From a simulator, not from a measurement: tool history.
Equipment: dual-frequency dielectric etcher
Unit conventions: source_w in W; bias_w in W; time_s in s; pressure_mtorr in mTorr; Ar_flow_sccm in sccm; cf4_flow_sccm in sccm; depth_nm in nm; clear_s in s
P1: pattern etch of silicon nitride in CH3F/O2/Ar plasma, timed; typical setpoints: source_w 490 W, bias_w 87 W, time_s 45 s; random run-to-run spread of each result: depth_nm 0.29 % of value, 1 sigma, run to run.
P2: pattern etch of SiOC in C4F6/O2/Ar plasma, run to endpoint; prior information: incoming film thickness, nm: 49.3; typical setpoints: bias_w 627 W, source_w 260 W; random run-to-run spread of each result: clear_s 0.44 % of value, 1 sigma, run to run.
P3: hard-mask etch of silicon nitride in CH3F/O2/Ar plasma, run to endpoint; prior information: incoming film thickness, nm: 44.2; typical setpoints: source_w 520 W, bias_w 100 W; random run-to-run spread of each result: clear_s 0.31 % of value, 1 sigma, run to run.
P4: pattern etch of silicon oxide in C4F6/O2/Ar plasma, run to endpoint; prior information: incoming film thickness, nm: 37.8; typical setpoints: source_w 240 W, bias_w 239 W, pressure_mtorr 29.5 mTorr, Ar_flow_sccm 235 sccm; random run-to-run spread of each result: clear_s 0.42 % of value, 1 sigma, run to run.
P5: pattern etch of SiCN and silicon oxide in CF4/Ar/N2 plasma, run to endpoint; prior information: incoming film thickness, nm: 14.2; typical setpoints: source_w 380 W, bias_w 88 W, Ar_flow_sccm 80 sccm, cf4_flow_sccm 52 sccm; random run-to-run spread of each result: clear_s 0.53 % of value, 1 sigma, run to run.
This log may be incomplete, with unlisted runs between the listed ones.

run   hour  process  source_w  bias_w  time_s  pressure_mtorr  Ar_flow_sccm  cf4_flow_sccm  hours since the last wet clean  hours since the last source power generator calibration  hours since the last bias power generator calibration  depth_nm  clear_s
  1   13.0       P1       490      87      45                                                                        114.3                                                   1408.5                                                 3166.7    36.548
  2   29.4       P4       240     156                    29.5           235                                          130.7                                                   1424.9                                                 3183.1             15.399
  3   38.9       P1       490      87      59                                                                        140.2                                                   1434.4                                                 3192.6    47.990
  4   54.8       P5       380      88                                    80             52                           156.1                                                   1450.3                                                 3208.5             18.450
  5   68.3       P1       610      87      45                                                                        169.6                                                   1463.8                                                 3222.0    39.620
  6   77.1       P1       340      67      45                                                                        178.4                                                   1472.6                                                 3230.8    29.144
  7   85.6       P1       490      57      45                                                                        186.9                                                   1481.1                                                 3239.3    31.579
  8   97.5       P2       340     627                                                                                198.8                                                   1493.0                                                 3251.2             16.093
  9  108.3       P1       490      87      45                                                                        209.6                                                   1503.8                                                 3262.0    36.483
 10  115.8       P3       390     100                                                                                217.1                                                   1511.3                                                 3269.5             57.328
 11  131.4       P5       380      88                                    47             52                           232.7                                                   1526.9                                                 3285.1             16.979
 12  147.4       P5       380      56                                    80             52                           248.7                                                   1542.9                                                 3301.1             21.165
 13  163.4       P1       400     108      45                                                                        264.7                                                   1558.9                                                 3317.1    36.589
 14  177.1       P1       490     111      45                                                                        278.4                                                   1572.6                                                 3330.8    39.774
 15  191.2       P1       490      87      45                                                                        292.5                                                   1586.7                                                 3344.9    36.695
     203.1  -- wet clean of the chamber
 16  204.3       P4       240     239                    29.5           235                                            1.2                                                   1599.8                                                 3358.0             13.256
 17  214.8       P4       160     239                    29.5           235                                           11.7                                                   1610.3                                                 3368.5             15.536
 18  230.2       P4       240     239                    29.5           326                                           27.1                                                   1625.7                                                 3383.9             13.850
 19  239.7       P3       520     100                                                                                 36.6                                                   1635.2                                                 3393.4             51.514
 20  254.0       P2       260     433                                                                                 50.9                                                   1649.5                                                 3407.7             20.221
 21  266.5       P4       240     239                    40.0           235                                           63.4                                                   1662.0                                                 3420.2             13.975

Estimate the outcome of run 22 from the log above:
 22  282.5       P1       360      87      45                                                                         79.4                                                   1678.0                                                 3436.2         ?

Run 22 came out at depth_nm 32.341 nm.

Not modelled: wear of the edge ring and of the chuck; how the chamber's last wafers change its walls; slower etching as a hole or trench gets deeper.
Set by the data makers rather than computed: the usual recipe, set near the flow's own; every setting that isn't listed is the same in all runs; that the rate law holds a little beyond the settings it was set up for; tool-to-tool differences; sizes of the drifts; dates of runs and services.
